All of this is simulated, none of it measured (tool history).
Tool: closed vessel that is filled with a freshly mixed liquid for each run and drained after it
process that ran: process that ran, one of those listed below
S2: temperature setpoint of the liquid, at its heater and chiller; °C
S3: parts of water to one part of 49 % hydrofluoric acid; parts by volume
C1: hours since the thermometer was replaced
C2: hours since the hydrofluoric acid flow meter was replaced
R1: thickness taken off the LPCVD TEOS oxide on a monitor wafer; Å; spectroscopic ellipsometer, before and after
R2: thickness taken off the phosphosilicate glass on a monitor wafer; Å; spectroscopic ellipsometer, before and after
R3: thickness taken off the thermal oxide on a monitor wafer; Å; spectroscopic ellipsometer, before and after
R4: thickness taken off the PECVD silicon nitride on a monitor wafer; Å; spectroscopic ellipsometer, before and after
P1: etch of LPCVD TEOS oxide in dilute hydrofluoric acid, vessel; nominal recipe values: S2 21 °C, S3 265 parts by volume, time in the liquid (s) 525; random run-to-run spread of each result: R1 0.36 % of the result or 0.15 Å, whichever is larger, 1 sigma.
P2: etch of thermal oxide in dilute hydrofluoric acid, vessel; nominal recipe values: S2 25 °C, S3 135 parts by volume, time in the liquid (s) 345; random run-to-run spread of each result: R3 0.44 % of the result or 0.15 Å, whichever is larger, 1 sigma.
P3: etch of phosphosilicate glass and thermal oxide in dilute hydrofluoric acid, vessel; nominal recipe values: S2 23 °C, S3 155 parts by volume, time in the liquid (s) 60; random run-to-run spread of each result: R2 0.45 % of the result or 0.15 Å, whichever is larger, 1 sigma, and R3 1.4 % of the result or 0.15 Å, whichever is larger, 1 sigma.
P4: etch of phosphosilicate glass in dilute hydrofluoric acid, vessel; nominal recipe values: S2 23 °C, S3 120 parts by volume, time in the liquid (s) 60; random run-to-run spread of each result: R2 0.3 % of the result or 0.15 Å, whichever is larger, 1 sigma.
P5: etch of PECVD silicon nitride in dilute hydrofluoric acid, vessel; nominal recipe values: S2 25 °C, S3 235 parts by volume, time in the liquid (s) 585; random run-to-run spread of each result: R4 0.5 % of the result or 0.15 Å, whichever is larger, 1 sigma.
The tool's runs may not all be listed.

run 1 hour=11.9 | process_that_ran=P1 S2=21 S3=265 time_in_the_liquid_(s)=525 | C1=872.0 C2=362.7 | R1=255.88
run 2 hour=19.6 | process_that_ran=P1 S2=21 S3=380 time_in_the_liquid_(s)=525 | C1=879.7 C2=370.4 | R1=160.54
run 3 hour=33.7 | process_that_ran=P4 S2=23 S3=205 time_in_the_liquid_(s)=60 | C1=893.8 C2=384.5 | R2=475.73
run 4 hour=43.3 | process_that_ran=P1 S2=21 S3=265 time_in_the_liquid_(s)=525 | C1=903.4 C2=394.1 | R1=254.46
run 5 hour=54.0 | process_that_ran=P1 S2=21 S3=265 time_in_the_liquid_(s)=525 | C1=914.1 C2=404.8 | R1=254.63
run 6 hour=61.4 | process_that_ran=P2 S2=25 S3=135 time_in_the_liquid_(s)=345 | C1=921.5 C2=412.2 | R3=121.0600
run 7 hour=76.3 | process_that_ran=P5 S2=19 S3=235 time_in_the_liquid_(s)=585 | C1=936.4 C2=427.1 | R4=102.990
run 8 hour=88.4 | process_that_ran=P2 S2=21 S3=135 time_in_the_liquid_(s)=345 | C1=948.5 C2=439.2 | R3=103.2200
run 9 hour=96.0 | process_that_ran=P1 S2=21 S3=265 time_in_the_liquid_(s)=525 | C1=956.1 C2=446.8 | R1=256.14
run 10 hour=109.6 | process_that_ran=P1 S2=17 S3=265 time_in_the_liquid_(s)=880 | C1=969.7 C2=460.4 | R1=368.77
run 11 hour=122.7 | process_that_ran=P4 S2=30 S3=120 time_in_the_liquid_(s)=60 | C1=982.8 C2=473.5 | R2=1170.90
run 12 hour=134.8 | process_that_ran=P3 S2=28 S3=155 time_in_the_liquid_(s)=60 | C1=994.9 C2=485.6 | R2=537.92 R3=18.5040
run 13 hour=144.3 | process_that_ran=P3 S2=23 S3=240 time_in_the_liquid_(s)=60 | C1=1004.4 C2=495.1 | R2=263.05 R3=8.6116
run 14 hour=153.4 | process_that_ran=P4 S2=23 S3=120 time_in_the_liquid_(s)=60 | C1=1013.5 C2=504.2 | R2=893.81
run 15 hour=161.7 | process_that_ran=P1 S2=21 S3=265 time_in_the_liquid_(s)=525 | C1=1021.8 C2=512.5 | R1=254.88
run 16 hour=169.6 | process_that_ran=P4 S2=23 S3=120 time_in_the_liquid_(s)=95 | C1=1029.7 C2=520.4 | R2=1410.30
run 17 hour=184.5 | process_that_ran=P1 S2=17 S3=265 time_in_the_liquid_(s)=525 | C1=1044.6 C2=535.3 | R1=218.87
run 18 hour=196.5 | process_that_ran=P5 S2=25 S3=235 time_in_the_liquid_(s)=585 | C1=1056.6 C2=547.3 | R4=151.340
run 19 hour=210.7 | process_that_ran=P3 S2=23 S3=155 time_in_the_liquid_(s)=30 | C1=1070.8 C2=561.5 | R2=222.10 R3=7.9718
run 20 hour=222.1 | process_that_ran=P3 S2=23 S3=155 time_in_the_liquid_(s)=60 | C1=1082.2 C2=572.9 | R2=444.17 R3=15.4470
run 21 hour=236.2 | process_that_ran=P2 S2=25 S3=135 time_in_the_liquid_(s)=345 | C1=1096.3 C2=587.0 | R3=121.4100
run 22 hour=245.7 | process_that_ran=P5 S2=25 S3=235 time_in_the_liquid_(s)=185 | C1=1105.8 C2=596.5 | R4=47.561
run 23 hour=259.9 | process_that_ran=P2 S2=25 S3=190 time_in_the_liquid_(s)=345 | C1=1120.0 C2=610.7 | R3=80.1550
run 24 hour=271.3 | process_that_ran=P1 S2=21 S3=265 time_in_the_liquid_(s)=525 | C1=1131.4 C2=622.1 | R1=254.65
run 25 hour=278.5 | process_that_ran=P1 S2=26 S3=265 time_in_the_liquid_(s)=525 | C1=1138.6 C2=629.3 | R1=304.54
run 26 hour=291.7 | process_that_ran=P1 S2=17 S3=265 time_in_the_liquid_(s)=845 | C1=1151.8 C2=642.5 | R1=353.20
run 27 hour=303.0 | process_that_ran=P1 S2=21 S3=265 time_in_the_liquid_(s)=230 | C1=1163.1 C2=653.8 | R1=110.99
run 28 hour=319.1 | process_that_ran=P5 S2=25 S3=435 time_in_the_liquid_(s)=585 | C1=1179.2 C2=669.9 | R4=81.541
run 29 hour=332.1 | process_that_ran=P5 S2=25 S3=235 time_in_the_liquid_(s)=585 | C1=1192.2 C2=682.9 | R4=149.890
run 30 hour=347.5 | process_that_ran=P1 S2=21 S3=265 time_in_the_liquid_(s)=525 | C1=1207.6 C2=698.3 | R1=256.30
run 31 hour=360.9 | process_that_ran=P2 S2=25 S3=135 time_in_the_liquid_(s)=585 | C1=1221.0 C2=711.7 | R3=204.3500
run 32 hour=376.8 | process_that_ran=P1 S2=21 S3=150 time_in_the_liquid_(s)=525 | C1=1236.9 C2=727.6 | R1=503.68
run 33 hour=386.8 | process_that_ran=P1 S2=21 S3=265 time_in_the_liquid_(s)=880 | C1=1246.9 C2=737.6 | R1=428.00
run 34 hour=398.8 | process_that_ran=P1 S2=21 S3=265 time_in_the_liquid_(s)=525 | C1=1258.9 C2=749.6 | R1=254.44
run 35 hour=408.5 | process_that_ran=P1 S2=21 S3=265 time_in_the_liquid_(s)=525 | C1=1268.6 C2=759.3 | R1=266.28
run 36 hour=418.8 | process_that_ran=P1 S2=21 S3=265 time_in_the_liquid_(s)=525 | C1=1278.9 C2=769.6 | R1=272.95
run 37 hour=426.3 | process_that_ran=P1 S2=21 S3=265 time_in_the_liquid_(s)=525 | C1=1286.4 C2=777.1 | R1=276.03
run 38 hour=436.2 | process_that_ran=P1 S2=21 S3=265 time_in_the_liquid_(s)=525 | C1=1296.3 C2=787.0 | R1=277.83
run 39 hour=445.3 | process_that_ran=P1 S2=21 S3=265 time_in_the_liquid_(s)=525 | C1=1305.4 C2=796.1 | R1=278.67
run 40 hour=452.8 | process_that_ran=P1 S2=21 S3=265 time_in_the_liquid_(s)=525 | C1=1312.9 C2=803.6 | R1=276.35

What P1 gives has crept off from where it sat before. The 2 causes that follow fit the log equally well, each at the size noted:
A: hydrofluoric acid flow above the setpoint (%) = 7.09
B: liquid hotter than its thermometer reads (K) = 2.36
The drift started at roughly hour 398.8.

4 check runs are offered, one wafer each, their results left as question marks. Which one tells the causes apart?
run check 1 hour=460.3 | process_that_ran=P3 S2=23 S3=225 time_in_the_liquid_(s)=60 | R2=? R3=?
run check 2 hour=460.3 | process_that_ran=P5 S2=25 S3=420 time_in_the_liquid_(s)=585 | R4=?
run check 3 hour=460.3 | process_that_ran=P4 S2=23 S3=190 time_in_the_liquid_(s)=60 | R2=?
run check 4 hour=460.3 | process_that_ran=P2 S2=25 S3=175 time_in_the_liquid_(s)=345 | R3=?

How each check would come out, cause by cause:
check=check_1 result=R2 if_A=310.38 if_B=310.93
check=check_1 result=R3 if_A=10.7020 if_B=10.7210
check=check_2 result=R4 if_A=90.487 if_B=96.779
check=check_3 result=R2 if_A=566.63 if_B=569.84
check=check_4 result=R3 if_A=96.3480 if_B=96.8220
Gap, in per cent, between the two causes that each check separates least, read from the result that separates them most: check 1 0.18 %; check 2 6.72 %; check 3 0.57 %; check 4 0.49 %
Of the check runs offered, only check 2 discriminates between the causes; the rest would read about the same regardless of which cause applies.

Check 2 was then run and gave: R4 90.220 Å. Which cause is it?

A is the cause: hydrofluoric acid flow above the setpoint (%).
